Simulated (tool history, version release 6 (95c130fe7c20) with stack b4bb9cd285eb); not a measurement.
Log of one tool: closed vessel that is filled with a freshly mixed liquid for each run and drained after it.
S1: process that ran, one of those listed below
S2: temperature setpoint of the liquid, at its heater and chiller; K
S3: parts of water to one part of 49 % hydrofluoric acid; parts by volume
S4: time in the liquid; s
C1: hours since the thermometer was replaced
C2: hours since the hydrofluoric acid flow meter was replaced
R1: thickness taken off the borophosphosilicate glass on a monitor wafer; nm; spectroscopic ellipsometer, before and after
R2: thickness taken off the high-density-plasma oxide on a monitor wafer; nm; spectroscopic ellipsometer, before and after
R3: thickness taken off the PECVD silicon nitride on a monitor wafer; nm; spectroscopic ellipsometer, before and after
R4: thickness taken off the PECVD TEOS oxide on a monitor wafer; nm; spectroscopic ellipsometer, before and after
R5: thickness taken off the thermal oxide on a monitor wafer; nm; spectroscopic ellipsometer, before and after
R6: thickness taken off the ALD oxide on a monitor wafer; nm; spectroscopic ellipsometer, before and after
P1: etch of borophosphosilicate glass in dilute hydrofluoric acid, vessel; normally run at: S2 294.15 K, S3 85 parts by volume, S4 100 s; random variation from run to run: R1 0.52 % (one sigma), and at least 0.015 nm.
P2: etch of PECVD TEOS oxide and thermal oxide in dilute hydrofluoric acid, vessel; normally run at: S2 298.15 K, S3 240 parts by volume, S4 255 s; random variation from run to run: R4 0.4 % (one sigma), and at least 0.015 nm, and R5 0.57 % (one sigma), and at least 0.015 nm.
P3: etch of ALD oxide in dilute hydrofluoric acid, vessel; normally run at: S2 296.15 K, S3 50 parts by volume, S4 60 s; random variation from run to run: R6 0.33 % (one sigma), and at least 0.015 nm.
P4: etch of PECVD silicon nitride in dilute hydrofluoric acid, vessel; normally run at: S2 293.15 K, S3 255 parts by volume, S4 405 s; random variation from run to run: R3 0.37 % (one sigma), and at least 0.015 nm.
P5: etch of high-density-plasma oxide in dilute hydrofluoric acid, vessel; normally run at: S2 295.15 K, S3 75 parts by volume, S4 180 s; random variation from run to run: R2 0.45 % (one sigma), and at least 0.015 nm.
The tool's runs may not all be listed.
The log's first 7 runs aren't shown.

| run | hour | S1 | S2 | S3 | S4 | C1 | C2 | R1 | R2 | R3 | R4 | R5 | R6 |
|---|---|---|---|---|---|---|---|---|---|---|---|---|---|
| 8 | 38.3 | P4 | 293.15 | 255 | 405 | 1357.6 | 454 |  |  | 7.1297 |  |  |  |
| 9 | 44.5 | P1 | 298.65 | 85 | 195 | 1363.8 | 460.2 | 131.9 |  |  |  |  |  |
| 10 | 49.7 | P4 | 293.15 | 435 | 405 | 1369 | 465.4 |  |  | 4.2791 |  |  |  |
| 11 | 54.6 | P3 | 296.15 | 50 | 60 | 1373.9 | 470.3 |  |  |  |  |  | 21.996 |
| 12 | 60.1 | P1 | 301.15 | 85 | 100 | 1379.4 | 475.8 | 74.441 |  |  |  |  |  |
| 13 | 64.9 | P2 | 298.15 | 240 | 490 | 1384.2 | 480.6 |  |  |  | 51.552 | 8.6363 |  |
| 14 | 71 | P1 | 294.15 | 85 | 100 | 1390.3 | 486.7 | 56.263 |  |  |  |  |  |
| 15 | 77.3 | P1 | 294.15 | 140 | 100 | 1396.6 | 493 | 32.201 |  |  |  |  |  |
| 16 | 83.6 | P4 | 298.15 | 255 | 405 | 1402.9 | 499.3 |  |  | 9.7159 |  |  |  |
| 17 | 88.9 | P2 | 290.65 | 240 | 255 | 1408.2 | 504.6 |  |  |  | 20.116 | 3.404 |  |
| 18 | 93.9 | P1 | 290.15 | 85 | 100 | 1413.2 | 509.6 | 47.942 |  |  |  |  |  |
| 19 | 97.4 | P1 | 294.15 | 85 | 100 | 1416.7 | 513.1 | 56.005 |  |  |  |  |  |
| 20 | 103.6 | P1 | 298.15 | 35 | 100 | 1422.9 | 519.3 | 171.5 |  |  |  |  |  |

Run 21 comes next. What will it give?
| 21 | 108.5 | P1 | 294.15 | 85 | 185 | 1427.8 | 524.2 | ? |  |  |  |  |  |

Run 21 gave R1 103.02 nm.
